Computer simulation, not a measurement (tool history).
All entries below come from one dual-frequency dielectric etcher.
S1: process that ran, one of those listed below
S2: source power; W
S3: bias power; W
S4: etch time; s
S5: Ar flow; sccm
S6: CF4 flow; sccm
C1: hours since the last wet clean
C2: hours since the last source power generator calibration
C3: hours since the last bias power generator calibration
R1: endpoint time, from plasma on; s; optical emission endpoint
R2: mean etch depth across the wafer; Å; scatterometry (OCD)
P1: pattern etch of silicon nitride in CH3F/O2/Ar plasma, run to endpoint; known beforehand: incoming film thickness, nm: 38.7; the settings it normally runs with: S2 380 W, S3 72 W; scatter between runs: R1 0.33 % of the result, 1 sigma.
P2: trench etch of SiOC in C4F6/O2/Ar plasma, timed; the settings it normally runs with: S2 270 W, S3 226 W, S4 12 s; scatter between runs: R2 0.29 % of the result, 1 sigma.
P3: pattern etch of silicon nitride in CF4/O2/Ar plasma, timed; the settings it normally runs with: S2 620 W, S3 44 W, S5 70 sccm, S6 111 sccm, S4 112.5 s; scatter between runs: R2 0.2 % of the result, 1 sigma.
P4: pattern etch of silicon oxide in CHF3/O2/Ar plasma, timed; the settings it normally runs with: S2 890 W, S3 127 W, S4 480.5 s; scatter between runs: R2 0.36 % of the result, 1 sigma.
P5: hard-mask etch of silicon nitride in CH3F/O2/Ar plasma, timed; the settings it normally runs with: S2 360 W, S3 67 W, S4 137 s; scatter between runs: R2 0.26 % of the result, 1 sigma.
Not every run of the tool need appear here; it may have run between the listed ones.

run	hour	S1	S2	S3	S4	S5	S6	C1	C2	C3	R1	R2
1	4.9	P1	380	72				145.1	371.8	215	56.523	
2	8.9	P1	380	48				149.1	375.8	219	63.962	
3	13.4	P1	380	72				153.6	380.3	223.5	56.462	
4	17.3	P1	520	72				157.5	384.2	227.4	49.985	
5	21.1	P1	380	72				161.3	388	231.2	56.288	
6	25.1	P5	360	67	137			165.3	392	235.2		890.91
7	31.5	P3	620	44	76.5	70	111	171.7	398.4	241.6		1818.3
8	35	P5	270	67	137			175.2	401.9	245.1		806.32
9	40.4	P2	270	226	12			180.6	407.3	250.5		227.24
10	46.7	P1	380	72				186.9	413.6	256.8	56.239	
11	49.8	P5	360	67	90.5			190	416.7	259.9		590.22
12	53.5	P5	360	43	137			193.7	420.4	263.6		775.48
13	57.6	P3	620	44	112.5	70	111	197.8	424.5	267.7		2672.8
14	61.6	P1	470	95				201.8	428.5	271.7	47.07	
15	68	P3	480	44	112.5	70	111	208.2	434.9	278.1		2135.8
16	72.9	P1	460	88				213.1	439.8	283	48.799	
17	78.1	P4	890	127	693.5			218.3	445	288.2		14251
18	84.3	P1	380	72				224.5	451.2	294.4	56.307	
19	89.8	P1	290	72				230	456.7	299.9	62.135	
20	95.6	P1	380	85				235.8	462.5	305.7	53.03	
21	100.8	P4	890	127	480.5			241	467.7	310.9		9853.6
22	107.2	P2	270	143	12			247.4	474.1	317.3		195.46
23	110.7	P4	890	127	480.5			250.9	477.6	320.8		9849.8
24	116.7	P3	620	44	112.5	70	153	256.9	483.6	326.8		2761.5
25	119.5	P1	490	100				259.7	486.4	329.6	45.446	
26	125.9	P2	200	226	12			266.1	492.8	336		201.87
27	131.1	P3	620	26	112.5	70	111	271.3	498	341.2		2259.3
28	135	P4	670	127	480.5			275.2	501.9	345.1		8810.5
29	139.5	P4	890	165	480.5			279.7	506.4	349.6		10700
30	145.8	P3	620	44	112.5	45	111	286	512.7	355.9		2795.7
31	149.8	P5	360	67	137			290	516.7	359.9		895.44
32	155.4	P2	270	226	6.5			295.6	522.3	365.5		122.9
33	160.2	P1	380	72				300.4	527.1	370.3	55.884	
34	164.1	P1	380	72				304.3	531	374.2	56.305	
35	169.6	P1	380	72				309.8	536.5	379.7	56.633	
36	175.5	P1	380	72				315.7	542.4	385.6	56.848	
# hour 179.4: wet clean of the chamber
37	179.5	P1	380	72				0.1	546.4	389.6	57.176	
38	184.5	P1	380	72				5.1	551.4	394.6	57.122	
39	187.9	P1	380	72				8.5	554.8	398	57.136	
40	192.1	P1	380	72				12.7	559	402.2	57.317	
41	198.2	P1	380	72				18.8	565.1	408.3	57.344	
42	202.4	P1	380	72				23	569.3	412.5	57.247	

What P1 gives has crept off from where it sat before. The 2 causes that follow fit the log equally well, each at the size noted:
A: bias power that arrives under what is set, % = 4.68
B: source power that arrives under what is set, % = 4.24
Creep in the process output first set in at about hour 160.2.
All other causes, with the reason each is excluded:
chamber walls in a state that lowers the etch rate, %: serviced at hour 179.4, which brought nothing back

Question marks stand in for the results of the 4 check runs listed below, each run on one wafer. Under which run would the listed causes show clearly different results?
check 1	206.6	P4	890	162	480.5							?
check 2	206.6	P3	500	44	112.5	70	127					?
check 3	206.6	P5	360	67	105.5							?
check 4	206.6	P2	200	226	7							?

Check results expected under each cause:
check	result	if A	if B
check 1	R2	10462	10446
check 2	R2	2203.9	2155.9
check 3	R2	677.31	677.16
check 4	R2	115.93	115.95
Distance between the nearest two causes, measured in the result of the check that separates them most: check 1 0.16 %; check 2 2.2 %; check 3 0.02 %; check 4 0.02 %
The causes can be told apart only by check 2. The other checks would give nearly the same results under each of them.

Then check 2 was run and gave: R2 2199.5 Å. Which cause is it?

A is the cause: bias power that arrives under what is set, %.

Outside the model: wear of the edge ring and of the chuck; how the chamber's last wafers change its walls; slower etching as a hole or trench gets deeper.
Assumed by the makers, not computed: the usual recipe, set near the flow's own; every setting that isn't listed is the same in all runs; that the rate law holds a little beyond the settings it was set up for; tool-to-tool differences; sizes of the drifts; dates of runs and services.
